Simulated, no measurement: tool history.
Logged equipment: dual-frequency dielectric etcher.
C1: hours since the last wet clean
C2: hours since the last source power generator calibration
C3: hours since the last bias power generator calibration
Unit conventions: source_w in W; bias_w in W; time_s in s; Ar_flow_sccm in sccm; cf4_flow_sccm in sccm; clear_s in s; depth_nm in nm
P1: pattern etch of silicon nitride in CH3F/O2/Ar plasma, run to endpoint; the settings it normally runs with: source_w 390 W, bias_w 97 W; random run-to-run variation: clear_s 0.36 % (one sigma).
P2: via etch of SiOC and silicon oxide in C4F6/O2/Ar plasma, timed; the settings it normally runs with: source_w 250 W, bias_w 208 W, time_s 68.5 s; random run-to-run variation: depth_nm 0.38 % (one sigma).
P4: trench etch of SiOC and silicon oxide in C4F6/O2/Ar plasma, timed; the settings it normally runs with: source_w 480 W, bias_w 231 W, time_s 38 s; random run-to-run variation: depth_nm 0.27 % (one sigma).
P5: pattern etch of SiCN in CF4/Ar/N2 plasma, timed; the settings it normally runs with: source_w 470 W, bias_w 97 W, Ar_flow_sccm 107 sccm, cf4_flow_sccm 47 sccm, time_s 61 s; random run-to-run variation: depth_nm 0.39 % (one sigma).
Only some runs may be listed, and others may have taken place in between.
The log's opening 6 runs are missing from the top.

{"hour": 86.1, "done": "wet clean of the chamber"}
{"run": 7, "hour": 94.2, "process": "P2", "source_w": 300, "bias_w": 208, "time_s": 68.5, "C1": 8.2, "C2": 1302.2, "C3": 2189, "depth_nm": 73.793}
{"run": 8, "hour": 112.2, "process": "P1", "source_w": 390, "bias_w": 97, "C1": 26.2, "C2": 1320.2, "C3": 2207, "clear_s": 26.915}
{"run": 9, "hour": 128.3, "process": "P5", "source_w": 470, "bias_w": 97, "time_s": 61, "Ar_flow_sccm": 107, "cf4_flow_sccm": 47, "C1": 42.3, "C2": 1336.3, "C3": 2223.1, "depth_nm": 56.496}
{"run": 10, "hour": 144.6, "process": "P1", "source_w": 390, "bias_w": 131, "C1": 58.6, "C2": 1352.6, "C3": 2239.4, "clear_s": 23.859}
{"run": 11, "hour": 161.6, "process": "P4", "source_w": 480, "bias_w": 231, "time_s": 38, "C1": 75.6, "C2": 1369.6, "C3": 2256.4, "depth_nm": 87.234}
{"run": 12, "hour": 177.8, "process": "P5", "source_w": 470, "bias_w": 65, "time_s": 61, "Ar_flow_sccm": 107, "cf4_flow_sccm": 47, "C1": 91.8, "C2": 1385.8, "C3": 2272.6, "depth_nm": 48.338}
{"run": 13, "hour": 194.7, "process": "P2", "source_w": 250, "bias_w": 208, "time_s": 68.5, "C1": 108.7, "C2": 1402.7, "C3": 2289.5, "depth_nm": 68.581}
{"run": 14, "hour": 202.6, "process": "P4", "source_w": 480, "bias_w": 141, "time_s": 38, "C1": 116.6, "C2": 1410.6, "C3": 2297.4, "depth_nm": 74.804}
{"run": 15, "hour": 214.3, "process": "P1", "source_w": 500, "bias_w": 97, "C1": 128.3, "C2": 1422.3, "C3": 2309.1, "clear_s": 24.392}
{"run": 16, "hour": 227.4, "process": "P1", "source_w": 390, "bias_w": 97, "C1": 141.4, "C2": 1435.4, "C3": 2322.2, "clear_s": 26.975}
{"run": 17, "hour": 243.4, "process": "P5", "source_w": 280, "bias_w": 97, "time_s": 61, "Ar_flow_sccm": 107, "cf4_flow_sccm": 47, "C1": 157.4, "C2": 1451.4, "C3": 2338.2, "depth_nm": 36.152}
{"hour": 250.5, "done": "source power generator calibrated"}
{"run": 18, "hour": 258.6, "process": "P5", "source_w": 470, "bias_w": 97, "time_s": 76.5, "Ar_flow_sccm": 107, "cf4_flow_sccm": 47, "C1": 172.6, "C2": 8.2, "C3": 2353.4, "depth_nm": 71.126}
{"run": 19, "hour": 269.4, "process": "P1", "source_w": 390, "bias_w": 97, "C1": 183.4, "C2": 19, "C3": 2364.2, "clear_s": 27.001}
{"run": 20, "hour": 282.6, "process": "P1", "source_w": 390, "bias_w": 97, "C1": 196.6, "C2": 32.2, "C3": 2377.4, "clear_s": 26.918}
{"run": 21, "hour": 295.5, "process": "P4", "source_w": 670, "bias_w": 231, "time_s": 38, "C1": 209.5, "C2": 45.1, "C3": 2390.3, "depth_nm": 99.083}

Forecast run 22:
{"run": 22, "hour": 303.6, "process": "P4", "source_w": 480, "bias_w": 231, "time_s": 38, "C1": 217.6, "C2": 53.2, "C3": 2398.4, "depth_nm": "?"}

{"run 22": {"depth_nm": 87.102}}

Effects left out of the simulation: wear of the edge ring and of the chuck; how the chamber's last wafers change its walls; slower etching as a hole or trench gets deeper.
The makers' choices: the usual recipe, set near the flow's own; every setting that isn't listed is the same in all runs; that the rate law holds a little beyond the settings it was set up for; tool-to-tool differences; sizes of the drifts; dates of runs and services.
